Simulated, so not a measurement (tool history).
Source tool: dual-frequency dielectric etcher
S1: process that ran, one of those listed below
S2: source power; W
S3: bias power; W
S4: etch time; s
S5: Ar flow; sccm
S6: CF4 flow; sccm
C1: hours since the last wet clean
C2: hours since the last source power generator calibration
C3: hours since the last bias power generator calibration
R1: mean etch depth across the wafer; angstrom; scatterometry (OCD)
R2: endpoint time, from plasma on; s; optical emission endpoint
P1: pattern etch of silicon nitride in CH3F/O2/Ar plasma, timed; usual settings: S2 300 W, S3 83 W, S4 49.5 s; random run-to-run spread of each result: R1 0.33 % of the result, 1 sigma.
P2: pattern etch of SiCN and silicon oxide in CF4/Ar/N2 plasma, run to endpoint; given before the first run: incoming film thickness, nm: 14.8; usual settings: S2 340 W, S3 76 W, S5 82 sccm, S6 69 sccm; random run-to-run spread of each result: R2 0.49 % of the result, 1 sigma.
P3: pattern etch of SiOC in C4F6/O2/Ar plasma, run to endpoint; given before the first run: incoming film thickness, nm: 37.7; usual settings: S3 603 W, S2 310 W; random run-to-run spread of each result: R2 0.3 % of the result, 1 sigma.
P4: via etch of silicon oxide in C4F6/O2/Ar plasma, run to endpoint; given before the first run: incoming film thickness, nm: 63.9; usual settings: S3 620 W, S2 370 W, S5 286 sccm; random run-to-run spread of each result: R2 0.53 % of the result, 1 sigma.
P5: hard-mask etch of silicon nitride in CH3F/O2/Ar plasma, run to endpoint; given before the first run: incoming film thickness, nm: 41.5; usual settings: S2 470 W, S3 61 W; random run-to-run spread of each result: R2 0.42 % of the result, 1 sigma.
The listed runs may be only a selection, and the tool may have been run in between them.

run,hour,S1,S2,S3,S4,S5,S6,C1,C2,C3,R1,R2
1,14.9,P1,300,83,49.5,,,227.7,378,441.2,320.62,
2,25.9,P1,300,83,49.5,,,238.7,389,452.2,321.34,
3,40.6,P1,300,83,49.5,,,253.4,403.7,466.9,323.94,
4,52.6,P2,340,102,,82,69,265.4,415.7,478.9,,18.929
# hour 59.5: source power generator calibrated
5,63.7,P2,340,76,,52,69,276.5,4.2,490,,19.894
6,75.4,P1,300,64,69,,,288.2,15.9,501.7,406.99,
7,85.6,P1,430,83,49.5,,,298.4,26.1,511.9,368.12,
8,95.3,P1,300,83,49.5,,,308.1,35.8,521.6,319.96,
9,109.2,P5,470,61,,,,322,49.7,535.5,,60.523
10,121.6,P5,470,76,,,,334.4,62.1,547.9,,56.2
11,136.3,P4,310,620,,286,,349.1,76.8,562.6,,14.22
12,147,P2,340,76,,82,86,359.8,87.5,573.3,,20.371
13,156.6,P1,300,57,49.5,,,369.4,97.1,582.9,281.13,
14,164.5,P1,300,83,27,,,377.3,105,590.8,176.45,
15,180,P5,470,61,,,,392.8,120.5,606.3,,60.466
16,194.7,P1,300,83,49.5,,,407.5,135.2,621,322.36,
17,209.1,P1,190,83,49.5,,,421.9,149.6,635.4,274.13,
18,224,P4,370,620,,286,,436.8,164.5,650.3,,13.352
19,240.2,P1,300,83,49.5,,,453,180.7,666.5,321.25,
20,255.6,P1,360,83,27,,,468.4,196.1,681.9,186.85,
21,268,P1,300,83,71,,,480.8,208.5,694.3,462.52,
22,276.6,P4,370,620,,388,,489.4,217.1,702.9,,13.906
23,286.3,P2,400,76,,82,69,499.1,226.8,712.6,,18.245
24,302.3,P3,310,372,,,,515.1,242.8,728.6,,15.7
25,314,P4,370,620,,286,,526.8,254.5,740.3,,13.416
26,327.7,P2,340,76,,82,69,540.5,268.2,754,,20.861
27,342.6,P3,310,603,,,,555.4,283.1,768.9,,13.13
28,351.4,P1,380,112,49.5,,,564.2,291.9,777.7,390.58,
29,359.3,P3,190,603,,,,572.1,299.8,785.6,,15.599
30,369.4,P1,300,83,49.5,,,582.2,309.9,795.7,321.81,
31,377.1,P4,370,805,,286,,589.9,317.6,803.4,,12.048
32,389.4,P1,300,117,49.5,,,602.2,329.9,815.7,365.56,
33,400,P5,340,61,,,,612.8,340.5,826.3,,68.18
34,414.2,P1,300,83,49.5,,,627,354.7,840.5,321.73,
35,429,P1,300,83,49.5,,,641.8,369.5,855.3,320.04,
36,439.9,P1,300,83,49.5,,,652.7,380.4,866.2,319.43,
37,450.2,P1,300,83,49.5,,,663,390.7,876.5,318.52,
38,461.1,P1,300,83,49.5,,,673.9,401.6,887.4,318.21,
39,469.4,P1,300,83,49.5,,,682.2,409.9,895.7,314.51,
# hour 470.9: wet clean of the chamber
40,481.6,P1,300,83,49.5,,,10.7,422.1,907.9,317.64,

Forecast run 41:
41,495.4,P1,300,83,49.5,,,24.5,435.9,921.7,?,

R1: 315.49 angstrom

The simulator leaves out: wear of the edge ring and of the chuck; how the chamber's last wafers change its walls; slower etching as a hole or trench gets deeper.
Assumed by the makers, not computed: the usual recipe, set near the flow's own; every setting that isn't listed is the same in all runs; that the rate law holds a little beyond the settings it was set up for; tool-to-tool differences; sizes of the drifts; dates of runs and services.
